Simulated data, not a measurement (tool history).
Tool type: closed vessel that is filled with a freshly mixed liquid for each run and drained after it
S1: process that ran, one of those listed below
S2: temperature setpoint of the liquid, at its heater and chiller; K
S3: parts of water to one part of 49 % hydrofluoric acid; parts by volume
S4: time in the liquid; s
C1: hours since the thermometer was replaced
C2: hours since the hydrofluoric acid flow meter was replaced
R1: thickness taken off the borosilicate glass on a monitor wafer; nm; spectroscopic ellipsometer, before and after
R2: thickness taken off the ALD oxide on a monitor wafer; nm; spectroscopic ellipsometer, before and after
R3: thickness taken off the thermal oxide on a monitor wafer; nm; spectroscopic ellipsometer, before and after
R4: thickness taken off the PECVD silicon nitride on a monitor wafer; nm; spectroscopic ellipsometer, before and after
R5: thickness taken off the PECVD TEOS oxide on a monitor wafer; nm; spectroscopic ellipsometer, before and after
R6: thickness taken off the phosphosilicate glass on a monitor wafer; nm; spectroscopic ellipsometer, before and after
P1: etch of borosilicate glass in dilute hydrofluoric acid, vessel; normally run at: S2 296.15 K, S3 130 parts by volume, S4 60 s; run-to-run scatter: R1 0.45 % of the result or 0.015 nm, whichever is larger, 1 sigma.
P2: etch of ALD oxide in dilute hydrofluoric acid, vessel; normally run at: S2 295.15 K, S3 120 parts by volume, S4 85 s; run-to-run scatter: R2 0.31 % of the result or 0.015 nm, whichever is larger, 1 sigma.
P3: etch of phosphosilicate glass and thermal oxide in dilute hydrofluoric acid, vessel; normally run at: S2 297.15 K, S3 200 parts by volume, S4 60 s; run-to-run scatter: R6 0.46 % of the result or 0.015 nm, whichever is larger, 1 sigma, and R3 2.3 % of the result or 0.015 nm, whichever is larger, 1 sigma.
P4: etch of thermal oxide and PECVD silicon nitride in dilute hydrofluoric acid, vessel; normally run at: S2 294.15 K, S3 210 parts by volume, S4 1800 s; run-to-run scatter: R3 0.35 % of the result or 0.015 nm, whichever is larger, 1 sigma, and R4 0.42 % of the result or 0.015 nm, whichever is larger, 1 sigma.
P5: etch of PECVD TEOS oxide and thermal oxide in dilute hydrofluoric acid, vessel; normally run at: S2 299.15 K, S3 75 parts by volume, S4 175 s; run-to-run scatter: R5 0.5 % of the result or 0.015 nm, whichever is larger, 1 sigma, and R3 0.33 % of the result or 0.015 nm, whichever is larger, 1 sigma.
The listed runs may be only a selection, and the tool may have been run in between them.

Run 1, hour 5.7: S1 P1, S2 296.15 K, S3 130 parts by volume, S4 60 s; C1 873.0; C2 1456.0. Result: R1 14.2250 nm.
Run 2, hour 11.9: S1 P1, S2 292.15 K, S3 130 parts by volume, S4 60 s; C1 879.2; C2 1462.2. Result: R1 12.1520 nm.
Run 3, hour 18.0: S1 P2, S2 295.15 K, S3 120 parts by volume, S4 85 s; C1 885.3; C2 1468.3. Result: R2 9.5414 nm.
Run 4, hour 20.8: S1 P4, S2 294.15 K, S3 210 parts by volume, S4 1800 s; C1 888.1; C2 1471.1. Result: R3 31.78500 nm, R4 39.436 nm.
Run 5, hour 25.3: S1 P2, S2 295.15 K, S3 50 parts by volume, S4 85 s; C1 892.6; C2 1475.6. Result: R2 25.0020 nm.
Run 6, hour 28.7: S1 P1, S2 300.15 K, S3 130 parts by volume, S4 60 s; C1 896.0; C2 1479.0. Result: R1 16.6990 nm.
Run 7, hour 33.5: S1 P4, S2 300.15 K, S3 210 parts by volume, S4 1800 s; C1 900.8; C2 1483.8. Result: R3 39.68600 nm, R4 57.048 nm.
Run 8, hour 36.3: S1 P1, S2 296.15 K, S3 225 parts by volume, S4 60 s; C1 903.6; C2 1486.6. Result: R1 7.4544 nm.
Run 9, hour 39.7: S1 P1, S2 296.15 K, S3 130 parts by volume, S4 30 s; C1 907.0; C2 1490.0. Result: R1 7.1141 nm.
Run 10, hour 45.9: S1 P4, S2 294.15 K, S3 210 parts by volume, S4 3420 s; C1 913.2; C2 1496.2. Result: R3 60.69800 nm, R4 74.627 nm.
Run 11, hour 50.6: S1 P1, S2 296.15 K, S3 130 parts by volume, S4 110 s; C1 917.9; C2 1500.9. Result: R1 26.0530 nm.
Run 12, hour 54.3: S1 P1, S2 296.15 K, S3 130 parts by volume, S4 60 s; C1 921.6; C2 1504.6. Result: R1 14.3440 nm.
Run 13, hour 58.1: S1 P2, S2 303.15 K, S3 120 parts by volume, S4 85 s; C1 925.4; C2 1508.4. Result: R2 12.9900 nm.
Run 14, hour 62.0: S1 P1, S2 296.15 K, S3 130 parts by volume, S4 60 s; C1 929.3; C2 1512.3. Result: R1 14.3260 nm.
Run 15, hour 68.0: S1 P4, S2 294.15 K, S3 335 parts by volume, S4 1800 s; C1 935.3; C2 1518.3. Result: R3 17.69400 nm, R4 24.884 nm.
Run 16, hour 70.7: S1 P5, S2 299.15 K, S3 75 parts by volume, S4 175 s; C1 938.0; C2 1521.0. Result: R3 11.48800 nm, R5 48.731 nm.
At hour 72.5: thermometer replaced.
Run 17, hour 74.3: S1 P3, S2 297.15 K, S3 100 parts by volume, S4 60 s; C1 1.8; C2 1524.6. Result: R3 2.74840 nm, R6 71.139 nm.
Run 18, hour 80.0: S1 P5, S2 307.15 K, S3 75 parts by volume, S4 175 s; C1 7.5; C2 1530.3. Result: R3 15.61300 nm, R5 66.133 nm.
Run 19, hour 85.5: S1 P2, S2 295.15 K, S3 120 parts by volume, S4 30 s; C1 13.0; C2 1535.8. Result: R2 3.3658 nm.
Run 20, hour 89.6: S1 P5, S2 299.15 K, S3 75 parts by volume, S4 340 s; C1 17.1; C2 1539.9. Result: R3 22.30600 nm, R5 94.028 nm.
Run 21, hour 92.3: S1 P1, S2 296.15 K, S3 65 parts by volume, S4 60 s; C1 19.8; C2 1542.6. Result: R1 30.6860 nm.
Run 22, hour 97.3: S1 P1, S2 302.15 K, S3 80 parts by volume, S4 60 s; C1 24.8; C2 1547.6. Result: R1 31.2070 nm.
Run 23, hour 102.3: S1 P1, S2 300.65 K, S3 130 parts by volume, S4 30 s; C1 29.8; C2 1552.6. Result: R1 8.4849 nm.
Run 24, hour 108.2: S1 P5, S2 299.15 K, S3 30 parts by volume, S4 175 s; C1 35.7; C2 1558.5. Result: R3 30.64200 nm, R5 128.020 nm.
Run 25, hour 113.7: S1 P1, S2 296.15 K, S3 130 parts by volume, S4 60 s; C1 41.2; C2 1564.0. Result: R1 14.4360 nm.
Run 26, hour 118.9: S1 P3, S2 291.65 K, S3 200 parts by volume, S4 60 s; C1 46.4; C2 1569.2. Result: R3 0.95924 nm, R6 25.655 nm.
Run 27, hour 122.3: S1 P3, S2 297.15 K, S3 200 parts by volume, S4 110 s; C1 49.8; C2 1572.6. Result: R3 2.17750 nm, R6 57.872 nm.
Run 28, hour 127.9: S1 P3, S2 297.15 K, S3 200 parts by volume, S4 60 s; C1 55.4; C2 1578.2. Result: R3 1.23190 nm, R6 31.793 nm.
Run 29, hour 131.4: S1 P1, S2 296.15 K, S3 130 parts by volume, S4 60 s; C1 58.9; C2 1581.7. Result: R1 14.2960 nm.
Run 30, hour 135.1: S1 P1, S2 296.15 K, S3 130 parts by volume, S4 60 s; C1 62.6; C2 1585.4. Result: R1 14.0290 nm.
Run 31, hour 139.8: S1 P1, S2 296.15 K, S3 130 parts by volume, S4 60 s; C1 67.3; C2 1590.1. Result: R1 13.7120 nm.
Run 32, hour 144.1: S1 P1, S2 296.15 K, S3 130 parts by volume, S4 60 s; C1 71.6; C2 1594.4. Result: R1 13.5520 nm.
Run 33, hour 148.3: S1 P1, S2 296.15 K, S3 130 parts by volume, S4 60 s; C1 75.8; C2 1598.6. Result: R1 13.4510 nm.
Run 34, hour 151.4: S1 P1, S2 296.15 K, S3 130 parts by volume, S4 60 s; C1 78.9; C2 1601.7. Result: R1 13.5200 nm.
Run 35, hour 156.8: S1 P1, S2 296.15 K, S3 130 parts by volume, S4 60 s; C1 84.3; C2 1607.1. Result: R1 13.3940 nm.
Run 36, hour 161.3: S1 P1, S2 296.15 K, S3 130 parts by volume, S4 60 s; C1 88.8; C2 1611.6. Result: R1 13.3000 nm.
Run 37, hour 167.2: S1 P1, S2 296.15 K, S3 130 parts by volume, S4 60 s; C1 94.7; C2 1617.5. Result: R1 13.3180 nm.
Run 38, hour 170.5: S1 P1, S2 296.15 K, S3 130 parts by volume, S4 60 s; C1 98.0; C2 1620.8. Result: R1 13.3040 nm.
Run 39, hour 174.0: S1 P1, S2 296.15 K, S3 130 parts by volume, S4 60 s; C1 101.5; C2 1624.3. Result: R1 13.2790 nm.
Run 40, hour 177.6: S1 P1, S2 296.15 K, S3 130 parts by volume, S4 60 s; C1 105.1; C2 1627.9. Result: R1 13.2600 nm.

P1 has crept away from where it was. The log is fitted equally well by each of these 2 causes, at the sizes shown:
A: liquid colder than its thermometer reads (K) = 1.79
B: hydrofluoric acid flow below the setpoint (%) = 5.93
The drift started at roughly hour 131.4.

Listed below are the offered check runs, one wafer per run, with question marks in place of results. For which of them would the causes give clearly different outcomes?
Run check 1, hour 181.2: S1 P5, S2 303.65 K, S3 75 parts by volume, S4 175 s. Result: R3 ?, R5 ?.
Run check 2, hour 181.2: S1 P3, S2 297.15 K, S3 140 parts by volume, S4 60 s. Result: R3 ?, R6 ?.
Run check 3, hour 181.2: S1 P4, S2 294.15 K, S3 330 parts by volume, S4 2940 s. Result: R3 ?, R4 ?.
Run check 4, hour 181.2: S1 P2, S2 301.15 K, S3 120 parts by volume, S4 50 s. Result: R2 ?.

What every check run would give for each of its results, assuming each possible cause in turn:
  check  result      if A      if B
check 1      R3  12.78600  12.79500
check 1      R5    53.798    53.834
check 2      R3   1.70300   1.69990
check 2      R6    45.036    44.955
check 3      R3  27.78700  27.36700
check 3      R4    36.813    38.824
check 4      R2    6.6336    6.6131
Distance between the nearest two causes, measured in the result of the check that separates them most: check 1 0.07 %; check 2 0.18 %; check 3 5.32 %; check 4 0.31 %
Check 3 tells the causes apart: in the others they would give nearly the same result.

The results of check 3 are: R3 27.80200 nm; R4 36.845 nm. Based on these, which of the listed causes is it?

The cause is A: liquid colder than its thermometer reads (K).

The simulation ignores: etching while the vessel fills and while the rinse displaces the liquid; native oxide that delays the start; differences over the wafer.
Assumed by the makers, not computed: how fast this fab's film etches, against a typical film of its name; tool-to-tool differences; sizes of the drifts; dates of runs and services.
